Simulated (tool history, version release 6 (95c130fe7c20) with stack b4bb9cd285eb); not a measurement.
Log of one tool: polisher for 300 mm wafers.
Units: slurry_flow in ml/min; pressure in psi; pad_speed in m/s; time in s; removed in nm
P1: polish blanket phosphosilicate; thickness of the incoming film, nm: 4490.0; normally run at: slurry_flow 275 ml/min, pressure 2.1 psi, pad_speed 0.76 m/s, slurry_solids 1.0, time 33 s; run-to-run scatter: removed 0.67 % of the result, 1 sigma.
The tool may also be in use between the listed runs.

run	hour	slurry_flow	pressure	pad_speed	slurry_solids	time	wafers polished on this pad	hours since the slurry nozzle was cleaned	hours since the head pressure was calibrated	hours since the slurry blender was calibrated	hours since the conditioning disc was replaced	removed
1	8.8	275	2.1	0.76	1.0	33	957	104.1	184.8	86.4	301.4	136.830
2	16.3	275	2.1	0.76	1.0	33	1066	111.6	192.3	93.9	308.9	136.340
3	31.6	275	1.2	0.76	1.0	33	1288	126.9	207.6	109.2	324.2	78.108
4	47.6	275	2.1	0.76	0.6	33	1521	142.9	223.6	125.2	340.2	104.350
5	55.2	275	2.1	0.76	1.0	33	1632	150.5	231.2	132.8	347.8	134.500
6	71.7	275	2.1	0.76	1.0	16	1872	167.0	247.7	149.3	364.3	67.022
# hour 79.0: worn pad replaced by a new one
7	80.6	275	2.1	0.46	1.0	33	24	175.9	256.6	158.2	373.2	92.330
8	90.4	275	2.1	0.76	1.0	33	166	185.7	266.4	168.0	383.0	138.390
9	103.5	275	2.1	0.76	1.5	33	357	198.8	279.5	181.1	396.1	162.140
10	112.6	275	3.1	0.76	1.0	33	489	207.9	288.6	190.2	405.2	202.260
11	121.9	275	2.1	0.76	1.0	33	624	217.2	297.9	199.5	414.5	137.090
# hour 132.9: conditioning disc replaced and pad reconditioned
12	133.3	275	2.1	0.76	1.0	52	790	228.6	309.3	210.9	0.5	214.800
13	145.3	165	2.1	0.76	1.0	33	965	240.6	321.3	222.9	12.5	128.590
14	158.3	275	2.1	0.94	1.2	33	1154	253.6	334.3	235.9	25.5	176.820
15	166.1	275	2.1	1.04	1.0	33	1267	261.4	342.1	243.7	33.3	177.770
16	178.1	275	2.1	0.76	1.0	33	1442	273.4	354.1	255.7	45.3	137.100
17	192.6	375	2.1	0.76	1.0	33	1653	287.9	368.6	270.2	59.8	138.890
18	209.7	275	2.1	0.76	1.0	33	1902	305.0	385.7	287.3	76.9	136.600

Run 19 comes next. What will it give?
19	221.7	275	2.1	0.76	1.0	33	2076	317.0	397.7	299.3	88.9	?

Run 19 gave removed 138.200 nm.
